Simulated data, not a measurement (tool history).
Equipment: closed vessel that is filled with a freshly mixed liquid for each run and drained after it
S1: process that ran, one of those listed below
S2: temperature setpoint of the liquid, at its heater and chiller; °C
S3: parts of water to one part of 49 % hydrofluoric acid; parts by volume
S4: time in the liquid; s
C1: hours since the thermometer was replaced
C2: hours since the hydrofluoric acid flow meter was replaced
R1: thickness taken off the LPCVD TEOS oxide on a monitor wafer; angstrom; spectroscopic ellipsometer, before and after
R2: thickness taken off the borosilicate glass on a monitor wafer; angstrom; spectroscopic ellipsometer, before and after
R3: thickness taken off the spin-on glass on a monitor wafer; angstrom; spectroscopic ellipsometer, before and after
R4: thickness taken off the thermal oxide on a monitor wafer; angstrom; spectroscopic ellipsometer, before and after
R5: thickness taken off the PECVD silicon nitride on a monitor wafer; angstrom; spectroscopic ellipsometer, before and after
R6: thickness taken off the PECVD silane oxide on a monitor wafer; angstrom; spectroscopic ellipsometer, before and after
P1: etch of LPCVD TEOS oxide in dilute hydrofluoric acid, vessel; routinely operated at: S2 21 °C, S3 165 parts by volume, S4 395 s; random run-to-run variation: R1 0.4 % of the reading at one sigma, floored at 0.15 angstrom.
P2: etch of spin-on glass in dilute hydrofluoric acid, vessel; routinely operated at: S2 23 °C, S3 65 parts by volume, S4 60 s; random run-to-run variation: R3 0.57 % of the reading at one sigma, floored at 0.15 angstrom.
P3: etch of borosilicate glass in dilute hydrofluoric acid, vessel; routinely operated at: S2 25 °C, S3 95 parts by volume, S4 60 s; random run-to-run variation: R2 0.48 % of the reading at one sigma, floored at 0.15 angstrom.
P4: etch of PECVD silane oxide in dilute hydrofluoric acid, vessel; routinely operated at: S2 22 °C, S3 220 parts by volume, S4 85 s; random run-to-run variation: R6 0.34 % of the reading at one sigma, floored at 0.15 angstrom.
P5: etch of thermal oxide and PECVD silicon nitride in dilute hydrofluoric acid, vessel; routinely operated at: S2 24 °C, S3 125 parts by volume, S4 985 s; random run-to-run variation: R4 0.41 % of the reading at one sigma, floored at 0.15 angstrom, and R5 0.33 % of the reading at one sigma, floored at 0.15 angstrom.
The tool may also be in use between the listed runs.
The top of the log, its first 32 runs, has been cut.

Run 33, hour 168: S1 P1, S2 21 °C, S3 165 parts by volume, S4 395 s; C1 516.5; C2 653. Result: R1 325.83 angstrom.
Run 34, hour 173.3: S1 P1, S2 21 °C, S3 165 parts by volume, S4 395 s; C1 521.8; C2 658.3. Result: R1 324.72 angstrom.
Run 35, hour 176.8: S1 P1, S2 21 °C, S3 165 parts by volume, S4 395 s; C1 525.3; C2 661.8. Result: R1 318.38 angstrom.
Run 36, hour 180.9: S1 P1, S2 21 °C, S3 165 parts by volume, S4 395 s; C1 529.4; C2 665.9. Result: R1 311.85 angstrom.
Run 37, hour 187.8: S1 P1, S2 21 °C, S3 165 parts by volume, S4 395 s; C1 536.3; C2 672.8. Result: R1 309.5 angstrom.
Run 38, hour 194.6: S1 P1, S2 21 °C, S3 165 parts by volume, S4 395 s; C1 543.1; C2 679.6. Result: R1 307.61 angstrom.
Run 39, hour 198.7: S1 P1, S2 21 °C, S3 165 parts by volume, S4 395 s; C1 547.2; C2 683.7. Result: R1 307.67 angstrom.
Run 40, hour 202.3: S1 P1, S2 21 °C, S3 165 parts by volume, S4 395 s; C1 550.8; C2 687.3. Result: R1 306.85 angstrom.
Run 41, hour 206.5: S1 P1, S2 21 °C, S3 165 parts by volume, S4 395 s; C1 555; C2 691.5. Result: R1 304.74 angstrom.
Run 42, hour 211.9: S1 P1, S2 21 °C, S3 165 parts by volume, S4 395 s; C1 560.4; C2 696.9. Result: R1 305.01 angstrom.

What does the tool deliver on the next run?
Run 43, hour 216.1: S1 P1, S2 21 °C, S3 165 parts by volume, S4 395 s; C1 564.6; C2 701.1. Result: R1 ?.

R1: 305.73 angstrom

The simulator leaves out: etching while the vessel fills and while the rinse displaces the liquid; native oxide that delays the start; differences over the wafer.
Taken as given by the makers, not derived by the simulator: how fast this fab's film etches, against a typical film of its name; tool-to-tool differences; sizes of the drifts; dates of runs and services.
